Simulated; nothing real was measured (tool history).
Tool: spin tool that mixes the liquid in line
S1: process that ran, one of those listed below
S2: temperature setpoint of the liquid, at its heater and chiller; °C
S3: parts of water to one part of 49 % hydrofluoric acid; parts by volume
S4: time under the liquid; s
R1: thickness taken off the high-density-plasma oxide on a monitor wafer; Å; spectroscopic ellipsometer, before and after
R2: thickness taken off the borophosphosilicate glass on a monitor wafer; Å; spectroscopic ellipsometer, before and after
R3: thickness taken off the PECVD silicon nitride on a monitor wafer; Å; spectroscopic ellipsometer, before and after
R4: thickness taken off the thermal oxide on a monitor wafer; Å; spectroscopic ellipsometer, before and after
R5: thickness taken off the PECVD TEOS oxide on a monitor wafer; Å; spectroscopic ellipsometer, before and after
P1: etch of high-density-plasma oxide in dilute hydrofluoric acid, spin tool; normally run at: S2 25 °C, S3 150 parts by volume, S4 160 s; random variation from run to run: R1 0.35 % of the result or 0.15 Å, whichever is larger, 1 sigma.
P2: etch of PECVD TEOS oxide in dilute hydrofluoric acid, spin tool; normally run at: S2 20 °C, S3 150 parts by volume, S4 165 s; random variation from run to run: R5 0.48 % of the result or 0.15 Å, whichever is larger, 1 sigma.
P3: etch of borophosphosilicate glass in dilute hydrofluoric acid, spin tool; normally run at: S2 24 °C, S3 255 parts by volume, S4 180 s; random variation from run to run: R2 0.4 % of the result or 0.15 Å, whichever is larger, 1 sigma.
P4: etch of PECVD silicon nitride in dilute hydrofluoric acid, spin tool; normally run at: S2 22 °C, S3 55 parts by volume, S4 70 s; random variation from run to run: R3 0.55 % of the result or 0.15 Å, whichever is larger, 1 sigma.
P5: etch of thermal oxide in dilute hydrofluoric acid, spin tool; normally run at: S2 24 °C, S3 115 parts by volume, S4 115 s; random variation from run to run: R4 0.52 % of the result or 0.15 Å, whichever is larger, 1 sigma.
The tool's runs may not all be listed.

run   hour  S1    S2   S3   S4      R1      R2      R3      R4      R5
  1    8.2  P1    25  150  160   67.13
  2   20.2  P1    25  150  160    67.1
  3   30.8  P3    24  255  180          200.93
  4   41.9  P3    24  255   75          83.911
  5   51.1  P1    31  150  160  83.149
  6   61.8  P1    25  150  160  66.762
  7     75  P4    22   55   70                  62.652
  8     83  P4    22   55   70                  62.134
  9   90.1  P1    25  150  160  66.932
 10   98.1  P5    24  115  115                          49.116
 11  108.1  P1    25  150   75  31.364
 12  118.4  P1    25  150  230  95.882
 13  128.7  P1    25  150  160  66.705
 14  136.6  P5    24  115  175                          74.496
 15  142.8  P4    22   25   70                  132.38
 16  149.2  P2    24  150  165                                  119.33
 17  162.5  P1  30.5  150  280  142.97
 18  172.2  P5    24   30  115                          207.74
 19  183.1  P2    20  150  165                                  102.58
 20  196.5  P4    17   55   70                  43.885
 21  209.4  P1    25   75  160  146.98
 22  218.3  P1  19.5  150  160  53.745
 23  231.1  P1    25  150  160  66.673
 24  240.3  P3    24  255  180          199.64
 25  248.2  P5    24  115  115                            48.3

Forecast run 26:
 26  256.1  P1  25  150  160   ?

Run 26 gave R1 66.857 Å.

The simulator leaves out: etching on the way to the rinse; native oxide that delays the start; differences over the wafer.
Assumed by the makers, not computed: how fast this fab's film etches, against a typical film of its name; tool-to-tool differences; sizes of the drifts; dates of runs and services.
